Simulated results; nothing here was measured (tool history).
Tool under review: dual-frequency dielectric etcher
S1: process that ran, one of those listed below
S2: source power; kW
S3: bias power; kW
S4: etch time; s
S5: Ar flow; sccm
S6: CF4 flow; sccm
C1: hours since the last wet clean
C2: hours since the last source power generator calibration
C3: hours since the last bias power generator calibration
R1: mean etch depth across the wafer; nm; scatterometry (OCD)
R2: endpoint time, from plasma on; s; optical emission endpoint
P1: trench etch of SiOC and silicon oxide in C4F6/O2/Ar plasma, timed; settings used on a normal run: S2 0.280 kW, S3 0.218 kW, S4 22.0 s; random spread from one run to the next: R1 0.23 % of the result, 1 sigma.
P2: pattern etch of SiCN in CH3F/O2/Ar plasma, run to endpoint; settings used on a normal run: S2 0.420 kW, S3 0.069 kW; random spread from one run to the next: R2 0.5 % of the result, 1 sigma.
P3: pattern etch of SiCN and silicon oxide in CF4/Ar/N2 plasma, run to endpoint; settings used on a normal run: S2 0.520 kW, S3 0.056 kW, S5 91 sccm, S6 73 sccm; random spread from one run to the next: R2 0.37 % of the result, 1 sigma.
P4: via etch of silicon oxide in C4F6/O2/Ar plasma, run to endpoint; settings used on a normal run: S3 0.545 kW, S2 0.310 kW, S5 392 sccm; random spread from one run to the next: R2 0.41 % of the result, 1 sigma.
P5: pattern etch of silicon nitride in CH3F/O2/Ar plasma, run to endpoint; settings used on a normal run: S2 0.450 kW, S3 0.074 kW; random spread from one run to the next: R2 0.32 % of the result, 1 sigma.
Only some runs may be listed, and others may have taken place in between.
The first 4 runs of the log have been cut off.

Run 5, hour 20.6: S1 P2, S2 0.420 kW, S3 0.043 kW; C1 255.6; C2 1549.9; C3 2905.3. Result: R2 19.3500 s.
Run 6, hour 25.2: S1 P1, S2 0.280 kW, S3 0.218 kW, S4 13.5 s; C1 260.2; C2 1554.5; C3 2909.9. Result: R1 25.313 nm.
At hour 26.3: wet clean of the chamber.
Run 7, hour 29.2: S1 P1, S2 0.280 kW, S3 0.218 kW, S4 30.5 s; C1 2.9; C2 1558.5; C3 2913.9. Result: R1 57.407 nm.
Run 8, hour 32.0: S1 P4, S2 0.310 kW, S3 0.356 kW, S5 392 sccm; C1 5.7; C2 1561.3; C3 2916.7. Result: R2 19.0660 s.
Run 9, hour 34.5: S1 P5, S2 0.450 kW, S3 0.089 kW; C1 8.2; C2 1563.8; C3 2919.2. Result: R2 73.4220 s.
Run 10, hour 38.8: S1 P1, S2 0.280 kW, S3 0.218 kW, S4 22.0 s; C1 12.5; C2 1568.1; C3 2923.5. Result: R1 41.488 nm.
Run 11, hour 42.2: S1 P4, S2 0.310 kW, S3 0.545 kW, S5 256 sccm; C1 15.9; C2 1571.5; C3 2926.9. Result: R2 15.4310 s.
Run 12, hour 46.2: S1 P1, S2 0.230 kW, S3 0.135 kW, S4 22.0 s; C1 19.9; C2 1575.5; C3 2930.9. Result: R1 32.879 nm.
Run 13, hour 49.1: S1 P5, S2 0.560 kW, S3 0.074 kW; C1 22.8; C2 1578.4; C3 2933.8. Result: R2 72.5720 s.
Run 14, hour 51.9: S1 P3, S2 0.520 kW, S3 0.056 kW, S5 53 sccm, S6 73 sccm; C1 25.6; C2 1581.2; C3 2936.6. Result: R2 8.8453 s.
Run 15, hour 54.4: S1 P2, S2 0.420 kW, S3 0.069 kW; C1 28.1; C2 1583.7; C3 2939.1. Result: R2 16.4010 s.
Run 16, hour 56.8: S1 P1, S2 0.280 kW, S3 0.179 kW, S4 22.0 s; C1 30.5; C2 1586.1; C3 2941.5. Result: R1 38.939 nm.
At hour 58.9: source power generator calibrated.
Run 17, hour 61.5: S1 P1, S2 0.280 kW, S3 0.218 kW, S4 22.0 s; C1 35.2; C2 2.7; C3 2946.2. Result: R1 41.364 nm.
Run 18, hour 64.7: S1 P3, S2 0.520 kW, S3 0.043 kW, S5 91 sccm, S6 73 sccm; C1 38.4; C2 5.9; C3 2949.4. Result: R2 10.3580 s.
Run 19, hour 68.5: S1 P3, S2 0.520 kW, S3 0.056 kW, S5 91 sccm, S6 73 sccm; C1 42.2; C2 9.7; C3 2953.2. Result: R2 9.5712 s.
Run 20, hour 71.1: S1 P1, S2 0.280 kW, S3 0.218 kW, S4 22.0 s; C1 44.8; C2 12.3; C3 2955.8. Result: R1 41.363 nm.
Run 21, hour 74.5: S1 P1, S2 0.280 kW, S3 0.218 kW, S4 22.0 s; C1 48.2; C2 15.7; C3 2959.2. Result: R1 41.423 nm.
Run 22, hour 78.3: S1 P5, S2 0.450 kW, S3 0.074 kW; C1 52.0; C2 19.5; C3 2963.0. Result: R2 78.8060 s.
Run 23, hour 81.5: S1 P5, S2 0.450 kW, S3 0.074 kW; C1 55.2; C2 22.7; C3 2966.2. Result: R2 78.6230 s.
Run 24, hour 84.5: S1 P3, S2 0.520 kW, S3 0.056 kW, S5 91 sccm, S6 73 sccm; C1 58.2; C2 25.7; C3 2969.2. Result: R2 9.6017 s.
Run 25, hour 86.9: S1 P1, S2 0.280 kW, S3 0.218 kW, S4 22.0 s; C1 60.6; C2 28.1; C3 2971.6. Result: R1 41.405 nm.
Run 26, hour 90.0: S1 P3, S2 0.520 kW, S3 0.056 kW, S5 91 sccm, S6 45 sccm; C1 63.7; C2 31.2; C3 2974.7. Result: R2 10.3990 s.
Run 27, hour 94.3: S1 P4, S2 0.210 kW, S3 0.545 kW, S5 392 sccm; C1 68.0; C2 35.5; C3 2979.0. Result: R2 18.6270 s.

Estimate the outcome of run 28 from the log above:
Run 28, hour 98.9: S1 P4, S2 0.310 kW, S3 0.545 kW, S5 392 sccm; C1 72.6; C2 40.1; C3 2983.6. Result: R2 ?.

R2: 16.2370 s

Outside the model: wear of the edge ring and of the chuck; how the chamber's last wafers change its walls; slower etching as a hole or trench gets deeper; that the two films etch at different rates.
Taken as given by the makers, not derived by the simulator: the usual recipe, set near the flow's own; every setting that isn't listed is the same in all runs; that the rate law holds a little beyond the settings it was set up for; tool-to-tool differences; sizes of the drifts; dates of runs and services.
